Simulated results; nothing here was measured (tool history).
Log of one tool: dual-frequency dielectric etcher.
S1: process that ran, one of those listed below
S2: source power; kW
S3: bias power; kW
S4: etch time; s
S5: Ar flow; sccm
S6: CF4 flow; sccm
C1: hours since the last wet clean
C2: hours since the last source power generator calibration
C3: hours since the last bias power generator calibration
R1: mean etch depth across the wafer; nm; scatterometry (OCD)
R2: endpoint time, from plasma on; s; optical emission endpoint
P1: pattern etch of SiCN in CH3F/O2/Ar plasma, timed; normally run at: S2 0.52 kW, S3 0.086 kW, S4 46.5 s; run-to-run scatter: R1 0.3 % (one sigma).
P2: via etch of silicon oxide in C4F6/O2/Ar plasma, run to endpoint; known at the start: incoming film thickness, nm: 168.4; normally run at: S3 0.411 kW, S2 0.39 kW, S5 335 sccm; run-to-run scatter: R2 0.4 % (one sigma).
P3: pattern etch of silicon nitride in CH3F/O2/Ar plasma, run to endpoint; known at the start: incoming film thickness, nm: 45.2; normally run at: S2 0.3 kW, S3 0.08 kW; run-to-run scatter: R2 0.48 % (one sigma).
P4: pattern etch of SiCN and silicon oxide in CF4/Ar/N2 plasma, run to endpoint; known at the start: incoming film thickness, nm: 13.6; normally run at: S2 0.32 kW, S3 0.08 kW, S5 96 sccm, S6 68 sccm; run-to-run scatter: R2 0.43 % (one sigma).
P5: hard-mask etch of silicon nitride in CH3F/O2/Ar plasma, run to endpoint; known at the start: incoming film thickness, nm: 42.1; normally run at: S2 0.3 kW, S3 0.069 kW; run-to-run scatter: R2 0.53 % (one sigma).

run	hour	S1	S2	S3	S4	S5	S6	C1	C2	C3	R1	R2
1	3.3	P1	0.52	0.086	46.5			185.2	377.6	3134.7	20.469	
2	7.9	P2	0.24	0.411		335		189.8	382.2	3139.3		49.63
3	10.2	P4	0.32	0.08		96	95	192.1	384.5	3141.6		19.472
4	12.9	P2	0.39	0.411		248		194.8	387.2	3144.3		40.13
5	16.6	P3	0.3	0.08				198.5	390.9	3148		70.111
6	19.3	P4	0.25	0.08		96	68	201.2	393.6	3150.7		25.455
7	23.6	P2	0.39	0.314		335		205.5	397.9	3155		45.602
8	28.2	P5	0.22	0.069				210.1	402.5	3159.6		75.949
9	30.5	P3	0.3	0.055				212.4	404.8	3161.9		79.23
10	33.1	P4	0.32	0.08		96	68	215	407.4	3164.5		20.364
11	37.8	P1	0.52	0.086	62.5			219.7	412.1	3169.2	27.588	
12	42.6	P1	0.52	0.086	46.5			224.5	416.9	3174	20.366	
13	45.6	P1	0.73	0.086	46.5			227.5	419.9	3177	23.351	
14	48.5	P1	0.33	0.086	64.5			230.4	422.8	3179.9	23.962	
15	52.9	P1	0.52	0.068	46.5			234.8	427.2	3184.3	18.928	
16	55.7	P4	0.32	0.054		96	68	237.6	430	3187.1		23.39
17	58.4	P1	0.52	0.086	46.5			240.3	432.7	3189.8	20.435	
18	61.1	P1	0.52	0.118	46.5			243	435.4	3192.5	22.866	
19	65.4	P1	0.52	0.055	58.5			247.3	439.7	3196.8	22.134	
20	69.1	P4	0.32	0.08		96	68	251	443.4	3200.5		20.424
21	71.5	P5	0.3	0.069				253.4	445.8	3202.9		68.398
22	74.9	P1	0.52	0.086	29			256.8	449.2	3206.3	12.836	
23	78.6	P1	0.34	0.086	46.5			260.5	452.9	3210	17.555	
24	83.4	P5	0.3	0.097				265.3	457.7	3214.8		59.598
25	88.3	P1	0.52	0.086	46.5			270.2	462.6	3219.7	20.41	
26	93.1	P3	0.39	0.08				275	467.4	3224.5		63.375
27	96.8	P1	0.52	0.086	46.5			278.7	471.1	3228.2	20.586	
28	99.1	P4	0.32	0.08		63	68	281	473.4	3230.5		19.25
29	101.7	P2	0.39	0.411		335		283.6	476	3233.1		41.501
30	106.5	P1	0.52	0.086	46.5			288.4	480.8	3237.9	20.454	
31	110.5	P1	0.52	0.086	46.5			292.4	484.8	3241.9	20.318	
32	114.6	P1	0.52	0.086	46.5			296.5	488.9	3246	20.204	
33	118.3	P1	0.52	0.086	46.5			300.2	492.6	3249.7	20.268	
# hour 119.5: wet clean of the chamber
34	120.5	P1	0.52	0.086	46.5			1.1	494.8	3251.9	20.165	
35	124	P1	0.52	0.086	46.5			4.6	498.3	3255.4	20.261	
36	128.7	P1	0.52	0.086	46.5			9.3	503	3260.1	20.074	
37	132.7	P1	0.52	0.086	46.5			13.3	507	3264.1	20.232	
38	136.6	P1	0.52	0.086	46.5			17.2	510.9	3268	20.273	

What P1 gives has crept away from where it was. These 2 causes fit the log equally well, each at the size given:
A: source power that arrives under what is set, % = 3.93
B: bias power that arrives under what is set, % = 4.1
The creep began at about hour 106.5.
Why every other cause is out:
chamber walls in a state that lowers the etch rate, %: serviced at hour 119.5, which brought nothing back

4 check runs are offered, each on 3 wafers whose results are averaged, their results left as question marks. Which one tells the causes apart?
check 1	140.5	P5	0.3	0.069								?
check 2	140.5	P4	0.32	0.08		96	68					?
check 3	140.5	P3	0.3	0.08								?
check 4	140.5	P2	0.39	0.411		335						?

What each check would give under each cause:
check	result	if A	if B
check 1	R2	69.054	69.008
check 2	R2	21.104	20.676
check 3	R2	70.842	70.836
check 4	R2	42.011	42.022
How far apart the two closest causes lie, in the result that separates them most: check 1 0.07 %; check 2 2.05 %; check 3 0.01 %; check 4 0.03 %
Only check 2 tells the causes apart: in the others they would give nearly the same result.

Then check 2 was run and gave: R2 20.766 s. Which cause is it?

It is B: bias power that arrives under what is set, %.
